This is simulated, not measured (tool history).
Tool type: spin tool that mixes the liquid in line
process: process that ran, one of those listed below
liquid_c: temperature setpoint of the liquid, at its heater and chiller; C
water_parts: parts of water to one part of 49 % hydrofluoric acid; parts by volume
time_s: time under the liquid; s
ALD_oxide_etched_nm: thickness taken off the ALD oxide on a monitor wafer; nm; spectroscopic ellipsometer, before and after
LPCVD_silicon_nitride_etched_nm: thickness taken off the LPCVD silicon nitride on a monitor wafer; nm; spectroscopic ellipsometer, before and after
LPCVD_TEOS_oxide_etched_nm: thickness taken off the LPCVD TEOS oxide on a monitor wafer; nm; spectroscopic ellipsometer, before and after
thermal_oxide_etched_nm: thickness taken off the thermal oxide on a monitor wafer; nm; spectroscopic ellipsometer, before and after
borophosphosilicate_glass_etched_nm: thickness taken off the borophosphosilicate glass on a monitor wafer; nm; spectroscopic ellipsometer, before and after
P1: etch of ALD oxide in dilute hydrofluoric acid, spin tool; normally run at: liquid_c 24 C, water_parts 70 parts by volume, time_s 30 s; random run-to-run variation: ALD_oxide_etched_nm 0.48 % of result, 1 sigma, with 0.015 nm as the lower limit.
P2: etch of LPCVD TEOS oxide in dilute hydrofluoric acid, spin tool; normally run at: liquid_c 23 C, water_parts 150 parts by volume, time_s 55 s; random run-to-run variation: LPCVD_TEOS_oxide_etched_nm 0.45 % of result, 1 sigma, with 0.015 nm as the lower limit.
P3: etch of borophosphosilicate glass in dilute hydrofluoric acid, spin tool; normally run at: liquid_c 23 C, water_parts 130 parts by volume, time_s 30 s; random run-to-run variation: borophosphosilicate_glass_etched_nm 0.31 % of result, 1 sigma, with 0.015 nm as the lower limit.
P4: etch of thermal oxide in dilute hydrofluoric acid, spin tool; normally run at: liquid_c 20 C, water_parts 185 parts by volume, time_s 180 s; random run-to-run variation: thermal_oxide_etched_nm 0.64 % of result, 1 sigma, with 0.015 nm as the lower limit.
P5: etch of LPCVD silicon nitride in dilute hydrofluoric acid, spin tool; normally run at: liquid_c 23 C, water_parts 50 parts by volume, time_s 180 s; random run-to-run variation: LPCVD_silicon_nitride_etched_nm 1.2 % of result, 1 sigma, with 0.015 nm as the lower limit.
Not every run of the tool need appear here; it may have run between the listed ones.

| run | hour | process | liquid_c | water_parts | time_s | hours since the thermometer was replaced | hours since the hydrofluoric acid flow meter was replaced | ALD_oxide_etched_nm | LPCVD_silicon_nitride_etched_nm | LPCVD_TEOS_oxide_etched_nm | thermal_oxide_etched_nm | borophosphosilicate_glass_etched_nm |
|---|---|---|---|---|---|---|---|---|---|---|---|---|
| 1 | 2.8 | P1 | 24 | 70 | 30 | 218.5 | 1105.4 | 14.741 |  |  |  |  |
| 2 | 7.1 | P5 | 23 | 50 | 305 | 222.8 | 1109.7 |  | 3.032 |  |  |  |
| 3 | 12.8 | P5 | 23 | 50 | 180 | 228.5 | 1115.4 |  | 1.7811 |  |  |  |
| 4 | 18.4 | P1 | 24 | 70 | 30 | 234.1 | 1121 | 14.637 |  |  |  |  |
| 5 | 22.6 | P1 | 17 | 70 | 30 | 238.3 | 1125.2 | 11.025 |  |  |  |  |
| 6 | 26 | P2 | 23 | 150 | 55 | 241.7 | 1128.6 |  |  | 14.304 |  |  |
| 7 | 32.2 | P4 | 17 | 185 | 180 | 247.9 | 1134.8 |  |  |  | 3.0718 |  |
| 8 | 37.8 | P1 | 24 | 70 | 30 | 253.5 | 1140.4 | 14.649 |  |  |  |  |
| 9 | 43.7 | P1 | 24 | 125 | 30 | 259.4 | 1146.3 | 7.7052 |  |  |  |  |
| 10 | 48.8 | P2 | 23 | 150 | 55 | 264.5 | 1151.4 |  |  | 14.264 |  |  |
| 11 | 54.6 | P2 | 17 | 150 | 55 | 270.3 | 1157.2 |  |  | 11.395 |  |  |
| 12 | 59.3 | P2 | 23 | 150 | 15 | 275 | 1161.9 |  |  | 3.8472 |  |  |
| 13 | 65 | P1 | 24 | 70 | 15 | 280.7 | 1167.6 | 7.3032 |  |  |  |  |
| 14 | 69.7 | P2 | 23 | 55 | 55 | 285.4 | 1172.3 |  |  | 44.179 |  |  |
| 15 | 74 | P3 | 23 | 130 | 30 | 289.7 | 1176.6 |  |  |  |  | 7.5976 |
| 16 | 77.2 | P1 | 20.5 | 70 | 15 | 292.9 | 1179.8 | 6.3549 |  |  |  |  |
| 17 | 82.5 | P1 | 24 | 45 | 30 | 298.2 | 1185.1 | 23.592 |  |  |  |  |
| 18 | 87.3 | P5 | 23 | 50 | 180 | 303 | 1189.9 |  | 1.7615 |  |  |  |
| 19 | 90.5 | P5 | 17 | 50 | 180 | 306.2 | 1193.1 |  | 1.1843 |  |  |  |
| 20 | 95.4 | P3 | 23 | 25 | 30 | 311.1 | 1198 |  |  |  |  | 44.516 |
| 21 | 100.3 | P3 | 23 | 130 | 65 | 316 | 1202.9 |  |  |  |  | 16.473 |
| 22 | 104.4 | P3 | 19 | 130 | 30 | 320.1 | 1207 |  |  |  |  | 6.4285 |
| 23 | 109.9 | P1 | 30.5 | 70 | 30 | 325.6 | 1212.5 | 19.026 |  |  |  |  |
| 24 | 115.8 | P1 | 24 | 70 | 30 | 331.5 | 1218.4 | 14.683 |  |  |  |  |
| 25 | 121.4 | P4 | 20 | 185 | 80 | 337.1 | 1224 |  |  |  | 1.5156 |  |
| 26 | 124.1 | P1 | 24 | 110 | 55 | 339.8 | 1226.7 | 16.229 |  |  |  |  |
| 27 | 128.7 | P4 | 20 | 185 | 180 | 344.4 | 1231.3 |  |  |  | 3.4711 |  |
| 28 | 131.8 | P1 | 24 | 70 | 60 | 347.5 | 1234.4 | 29.119 |  |  |  |  |
| 29 | 134.8 | P4 | 20 | 275 | 180 | 350.5 | 1237.4 |  |  |  | 2.1525 |  |
| 30 | 138.8 | P5 | 23 | 20 | 180 | 354.5 | 1241.4 |  | 4.3548 |  |  |  |
| 31 | 142.3 | P1 | 24 | 70 | 30 | 358 | 1244.9 | 14.684 |  |  |  |  |
| 32 | 146.1 | P1 | 24 | 70 | 30 | 361.8 | 1248.7 | 14.183 |  |  |  |  |
| 33 | 151.4 | P1 | 24 | 70 | 30 | 367.1 | 1254 | 13.872 |  |  |  |  |
| 34 | 156.1 | P1 | 24 | 70 | 30 | 371.8 | 1258.7 | 13.911 |  |  |  |  |
| 35 | 160.2 | P1 | 24 | 70 | 30 | 375.9 | 1262.8 | 13.666 |  |  |  |  |
| 36 | 166.1 | P1 | 24 | 70 | 30 | 381.8 | 1268.7 | 13.707 |  |  |  |  |
| 37 | 169.5 | P1 | 24 | 70 | 30 | 385.2 | 1272.1 | 13.605 |  |  |  |  |
| 38 | 173.4 | P1 | 24 | 70 | 30 | 389.1 | 1276 | 13.693 |  |  |  |  |

P1 has crept away from where it was. The log is fitted equally well by each of these 2 causes, at the sizes shown:
A: hydrofluoric acid flow below the setpoint (%) = 6.27
B: liquid colder than its thermometer reads (K) = 1.74
The creep began at about hour 142.3.

You are offered 4 check runs, listed below with question marks in place of their results; each one averages 3 wafers. Which run separates the listed causes by giving clearly different results for each?
| check 1 | 177.3 | P2 | 17 | 65 | 55 |  |  |  |  | ? |  |  |
| check 2 | 177.3 | P5 | 19 | 25 | 180 |  |  |  | ? |  |  |  |
| check 3 | 177.3 | P3 | 23 | 65 | 60 |  |  |  |  |  |  | ? |
| check 4 | 177.3 | P4 | 20 | 260 | 90 |  |  |  |  |  | ? |  |

Outcome of each check run for each possible cause:
| check | result | if A | if B |
|---|---|---|---|
| check 1 | LPCVD_TEOS_oxide_etched_nm | 26.513 | 26.355 |
| check 2 | LPCVD_silicon_nitride_etched_nm | 2.4825 | 2.3332 |
| check 3 | borophosphosilicate_glass_etched_nm | 30.536 | 30.487 |
| check 4 | thermal_oxide_etched_nm | 1.0541 | 1.0702 |
Per check, the gap between the least separated pair of causes, taken in the result that splits them most: check 1 0.6 %; check 2 6.2 %; check 3 0.16 %; check 4 1.51 %
Only in check 2 would the causes give clearly different results; in the remaining checks their results would be nearly the same.

After running check 2, the following was obtained: LPCVD_silicon_nitride_etched_nm 2.3724 nm. Which cause does this point to?

The correct cause is B, namely: liquid colder than its thermometer reads (K).
